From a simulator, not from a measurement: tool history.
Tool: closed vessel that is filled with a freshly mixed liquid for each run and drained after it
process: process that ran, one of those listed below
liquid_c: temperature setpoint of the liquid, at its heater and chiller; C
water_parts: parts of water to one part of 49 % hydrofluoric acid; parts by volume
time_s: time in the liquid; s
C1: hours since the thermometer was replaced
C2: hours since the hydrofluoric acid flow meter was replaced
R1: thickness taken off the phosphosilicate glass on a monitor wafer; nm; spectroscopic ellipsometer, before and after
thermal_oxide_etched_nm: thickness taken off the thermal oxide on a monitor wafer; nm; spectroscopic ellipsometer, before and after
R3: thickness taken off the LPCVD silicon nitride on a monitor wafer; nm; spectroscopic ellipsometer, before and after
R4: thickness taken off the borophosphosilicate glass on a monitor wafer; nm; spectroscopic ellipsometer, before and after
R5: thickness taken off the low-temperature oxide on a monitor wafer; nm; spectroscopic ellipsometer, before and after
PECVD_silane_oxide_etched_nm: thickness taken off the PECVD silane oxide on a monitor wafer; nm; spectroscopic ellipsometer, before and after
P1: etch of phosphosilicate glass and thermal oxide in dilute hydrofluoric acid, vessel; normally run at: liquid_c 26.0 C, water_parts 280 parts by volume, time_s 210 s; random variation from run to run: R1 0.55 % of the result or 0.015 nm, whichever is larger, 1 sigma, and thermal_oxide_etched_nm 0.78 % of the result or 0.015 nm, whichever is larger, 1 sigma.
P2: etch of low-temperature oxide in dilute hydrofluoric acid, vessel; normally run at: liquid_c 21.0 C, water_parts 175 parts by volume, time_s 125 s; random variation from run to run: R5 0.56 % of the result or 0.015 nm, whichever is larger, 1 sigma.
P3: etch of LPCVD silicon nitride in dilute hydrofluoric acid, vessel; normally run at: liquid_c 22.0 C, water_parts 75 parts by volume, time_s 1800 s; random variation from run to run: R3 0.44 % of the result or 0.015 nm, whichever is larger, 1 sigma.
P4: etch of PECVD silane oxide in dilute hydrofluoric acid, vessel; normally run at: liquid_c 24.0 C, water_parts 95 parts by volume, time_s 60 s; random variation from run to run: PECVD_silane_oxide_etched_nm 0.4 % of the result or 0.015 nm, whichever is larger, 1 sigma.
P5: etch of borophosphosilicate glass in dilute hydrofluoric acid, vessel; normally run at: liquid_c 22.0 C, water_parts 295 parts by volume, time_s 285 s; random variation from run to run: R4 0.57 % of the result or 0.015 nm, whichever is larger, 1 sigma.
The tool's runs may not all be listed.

{"run": 1, "hour": 5.0, "process": "P1", "liquid_c": 26.0, "water_parts": 280, "time_s": 210, "C1": 1951.0, "C2": 857.8, "R1": 39.085, "thermal_oxide_etched_nm": 3.1439}
{"run": 2, "hour": 10.0, "process": "P1", "liquid_c": 26.0, "water_parts": 280, "time_s": 210, "C1": 1956.0, "C2": 862.8, "R1": 39.023, "thermal_oxide_etched_nm": 3.0793}
{"run": 3, "hour": 17.8, "process": "P3", "liquid_c": 17.5, "water_parts": 75, "time_s": 1800, "C1": 1963.8, "C2": 870.6, "R3": 7.7801}
{"run": 4, "hour": 24.2, "process": "P1", "liquid_c": 26.0, "water_parts": 280, "time_s": 210, "C1": 1970.2, "C2": 877.0, "R1": 39.207, "thermal_oxide_etched_nm": 3.1052}
{"run": 5, "hour": 29.1, "process": "P1", "liquid_c": 26.0, "water_parts": 465, "time_s": 210, "C1": 1975.1, "C2": 881.9, "R1": 19.694, "thermal_oxide_etched_nm": 1.5373}
{"run": 6, "hour": 35.9, "process": "P5", "liquid_c": 22.0, "water_parts": 295, "time_s": 30, "C1": 1981.9, "C2": 888.7, "R4": 5.1036}
{"run": 7, "hour": 39.9, "process": "P1", "liquid_c": 26.0, "water_parts": 465, "time_s": 80, "C1": 1985.9, "C2": 892.7, "R1": 7.5643, "thermal_oxide_etched_nm": 0.59254}
{"run": 8, "hour": 43.6, "process": "P3", "liquid_c": 22.0, "water_parts": 75, "time_s": 490, "C1": 1989.6, "C2": 896.4, "R3": 2.8564}
{"run": 9, "hour": 51.9, "process": "P1", "liquid_c": 26.0, "water_parts": 280, "time_s": 210, "C1": 1997.9, "C2": 904.7, "R1": 38.651, "thermal_oxide_etched_nm": 3.0948}
{"run": 10, "hour": 55.7, "process": "P1", "liquid_c": 26.0, "water_parts": 280, "time_s": 340, "C1": 2001.7, "C2": 908.5, "R1": 63.926, "thermal_oxide_etched_nm": 5.0295}
{"run": 11, "hour": 59.8, "process": "P1", "liquid_c": 26.0, "water_parts": 80, "time_s": 210, "C1": 2005.8, "C2": 912.6, "R1": 172.81, "thermal_oxide_etched_nm": 13.613}
{"run": 12, "hour": 65.1, "process": "P2", "liquid_c": 17.0, "water_parts": 175, "time_s": 125, "C1": 2011.1, "C2": 917.9, "R5": 9.3282}
{"run": 13, "hour": 71.3, "process": "P4", "liquid_c": 24.0, "water_parts": 175, "time_s": 60, "C1": 2017.3, "C2": 924.1, "PECVD_silane_oxide_etched_nm": 9.7192}
{"run": 14, "hour": 79.4, "process": "P3", "liquid_c": 22.0, "water_parts": 75, "time_s": 1800, "C1": 2025.4, "C2": 932.2, "R3": 10.56}
{"run": 15, "hour": 84.6, "process": "P1", "liquid_c": 26.0, "water_parts": 280, "time_s": 210, "C1": 2030.6, "C2": 937.4, "R1": 39.072, "thermal_oxide_etched_nm": 3.0946}
{"run": 16, "hour": 89.4, "process": "P1", "liquid_c": 26.0, "water_parts": 280, "time_s": 35, "C1": 2035.4, "C2": 942.2, "R1": 6.4879, "thermal_oxide_etched_nm": 0.52135}
{"run": 17, "hour": 95.7, "process": "P2", "liquid_c": 21.0, "water_parts": 175, "time_s": 125, "C1": 2041.7, "C2": 948.5, "R5": 10.966}
{"run": 18, "hour": 101.7, "process": "P3", "liquid_c": 22.0, "water_parts": 75, "time_s": 1800, "C1": 2047.7, "C2": 954.5, "R3": 10.562}
{"run": 19, "hour": 108.0, "process": "P2", "liquid_c": 21.0, "water_parts": 175, "time_s": 30, "C1": 2054.0, "C2": 960.8, "R5": 2.634}
{"run": 20, "hour": 111.6, "process": "P5", "liquid_c": 22.0, "water_parts": 145, "time_s": 285, "C1": 2057.6, "C2": 964.4, "R4": 115.63}
{"run": 21, "hour": 117.9, "process": "P4", "liquid_c": 28.0, "water_parts": 95, "time_s": 60, "C1": 2063.9, "C2": 970.7, "PECVD_silane_oxide_etched_nm": 22.781}
{"run": 22, "hour": 123.2, "process": "P4", "liquid_c": 24.0, "water_parts": 95, "time_s": 60, "C1": 2069.2, "C2": 976.0, "PECVD_silane_oxide_etched_nm": 19.506}
{"run": 23, "hour": 129.7, "process": "P1", "liquid_c": 19.0, "water_parts": 280, "time_s": 210, "C1": 2075.7, "C2": 982.5, "R1": 30.196, "thermal_oxide_etched_nm": 2.4288}
{"run": 24, "hour": 135.6, "process": "P1", "liquid_c": 26.0, "water_parts": 280, "time_s": 210, "C1": 2081.6, "C2": 988.4, "R1": 39.062, "thermal_oxide_etched_nm": 3.1066}
{"run": 25, "hour": 140.4, "process": "P2", "liquid_c": 21.0, "water_parts": 320, "time_s": 125, "C1": 2086.4, "C2": 993.2, "R5": 5.1153}
{"run": 26, "hour": 145.0, "process": "P1", "liquid_c": 30.0, "water_parts": 280, "time_s": 210, "C1": 2091.0, "C2": 997.8, "R1": 44.852, "thermal_oxide_etched_nm": 3.5366}
{"run": 27, "hour": 152.6, "process": "P2", "liquid_c": 21.0, "water_parts": 175, "time_s": 125, "C1": 2098.6, "C2": 1005.4, "R5": 11.031}
{"run": 28, "hour": 159.4, "process": "P4", "liquid_c": 24.0, "water_parts": 95, "time_s": 60, "C1": 2105.4, "C2": 1012.2, "PECVD_silane_oxide_etched_nm": 19.576}
{"run": 29, "hour": 164.4, "process": "P5", "liquid_c": 22.0, "water_parts": 295, "time_s": 285, "C1": 2110.4, "C2": 1017.2, "R4": 48.46}
{"run": 30, "hour": 171.3, "process": "P3", "liquid_c": 22.0, "water_parts": 45, "time_s": 1800, "C1": 2117.3, "C2": 1024.1, "R3": 17.362}
{"run": 31, "hour": 178.1, "process": "P5", "liquid_c": 22.0, "water_parts": 295, "time_s": 285, "C1": 2124.1, "C2": 1030.9, "R4": 48.42}
{"run": 32, "hour": 183.8, "process": "P5", "liquid_c": 30.0, "water_parts": 295, "time_s": 285, "C1": 2129.8, "C2": 1036.6, "R4": 64.196}
{"run": 33, "hour": 188.6, "process": "P4", "liquid_c": 24.0, "water_parts": 95, "time_s": 30, "C1": 2134.6, "C2": 1041.4, "PECVD_silane_oxide_etched_nm": 9.7854}
{"run": 34, "hour": 193.5, "process": "P1", "liquid_c": 26.0, "water_parts": 280, "time_s": 210, "C1": 2139.5, "C2": 1046.3, "R1": 39.141, "thermal_oxide_etched_nm": 3.0855}
{"run": 35, "hour": 198.3, "process": "P1", "liquid_c": 26.0, "water_parts": 280, "time_s": 210, "C1": 2144.3, "C2": 1051.1, "R1": 39.538, "thermal_oxide_etched_nm": 3.1184}
{"run": 36, "hour": 206.4, "process": "P1", "liquid_c": 26.0, "water_parts": 280, "time_s": 210, "C1": 2152.4, "C2": 1059.2, "R1": 39.952, "thermal_oxide_etched_nm": 3.1997}
{"run": 37, "hour": 213.3, "process": "P1", "liquid_c": 26.0, "water_parts": 280, "time_s": 210, "C1": 2159.3, "C2": 1066.1, "R1": 40.537, "thermal_oxide_etched_nm": 3.2373}
{"run": 38, "hour": 220.7, "process": "P1", "liquid_c": 26.0, "water_parts": 280, "time_s": 210, "C1": 2166.7, "C2": 1073.5, "R1": 40.769, "thermal_oxide_etched_nm": 3.2377}
{"run": 39, "hour": 225.8, "process": "P1", "liquid_c": 26.0, "water_parts": 280, "time_s": 210, "C1": 2171.8, "C2": 1078.6, "R1": 41.137, "thermal_oxide_etched_nm": 3.2394}
{"run": 40, "hour": 229.7, "process": "P1", "liquid_c": 26.0, "water_parts": 280, "time_s": 210, "C1": 2175.7, "C2": 1082.5, "R1": 41.211, "thermal_oxide_etched_nm": 3.1758}
{"run": 41, "hour": 234.2, "process": "P1", "liquid_c": 26.0, "water_parts": 280, "time_s": 210, "C1": 2180.2, "C2": 1087.0, "R1": 41.354, "thermal_oxide_etched_nm": 3.2341}
{"run": 42, "hour": 239.1, "process": "P1", "liquid_c": 26.0, "water_parts": 280, "time_s": 210, "C1": 2185.1, "C2": 1091.9, "R1": 41.283, "thermal_oxide_etched_nm": 3.2338}
{"run": 43, "hour": 246.8, "process": "P1", "liquid_c": 26.0, "water_parts": 280, "time_s": 210, "C1": 2192.8, "C2": 1099.6, "R1": 41.354, "thermal_oxide_etched_nm": 3.2659}
{"run": 44, "hour": 252.0, "process": "P1", "liquid_c": 26.0, "water_parts": 280, "time_s": 210, "C1": 2198.0, "C2": 1104.8, "R1": 40.962, "thermal_oxide_etched_nm": 3.2633}
{"run": 45, "hour": 259.0, "process": "P1", "liquid_c": 26.0, "water_parts": 280, "time_s": 210, "C1": 2205.0, "C2": 1111.8, "R1": 41.155, "thermal_oxide_etched_nm": 3.2376}

What P1 gives has crept away from where it was. These 2 causes fit the log equally well, each at the size given:
A: liquid hotter than its thermometer reads (K) = 1.56
B: hydrofluoric acid flow above the setpoint (%) = 4.21
The creep began at about hour 193.5.

4 check runs are offered, one wafer each, their results left as question marks. Which one tells the causes apart?
{"run": "check 1", "hour": 266.0, "process": "P5", "liquid_c": 22.0, "water_parts": 165, "time_s": 285, "R4": "?"}
{"run": "check 2", "hour": 266.0, "process": "P2", "liquid_c": 21.0, "water_parts": 305, "time_s": 60, "R5": "?"}
{"run": "check 3", "hour": 266.0, "process": "P4", "liquid_c": 24.0, "water_parts": 165, "time_s": 60, "PECVD_silane_oxide_etched_nm": "?"}
{"run": "check 4", "hour": 266.0, "process": "P3", "liquid_c": 18.5, "water_parts": 75, "time_s": 525, "R3": "?"}

What each check would give under each cause:
check=check_1 result=R4 if_A=104.8600 if_B=103.6800
check=check_2 result=R5 if_A=2.8036 if_B=2.7950
check=check_3 result=PECVD_silane_oxide_etched_nm if_A=10.9780 if_B=10.8710
check=check_4 result=R3 if_A=2.6978 if_B=2.5211
How far apart the two closest causes lie, in the result that separates them most: check 1 1.13 %; check 2 0.31 %; check 3 0.98 %; check 4 6.78 %
Check 4 tells the causes apart: in the others they would give nearly the same result.

Then check 4 was run and gave: R3 2.7271 nm. Which cause is it?

It is A: liquid hotter than its thermometer reads (K).

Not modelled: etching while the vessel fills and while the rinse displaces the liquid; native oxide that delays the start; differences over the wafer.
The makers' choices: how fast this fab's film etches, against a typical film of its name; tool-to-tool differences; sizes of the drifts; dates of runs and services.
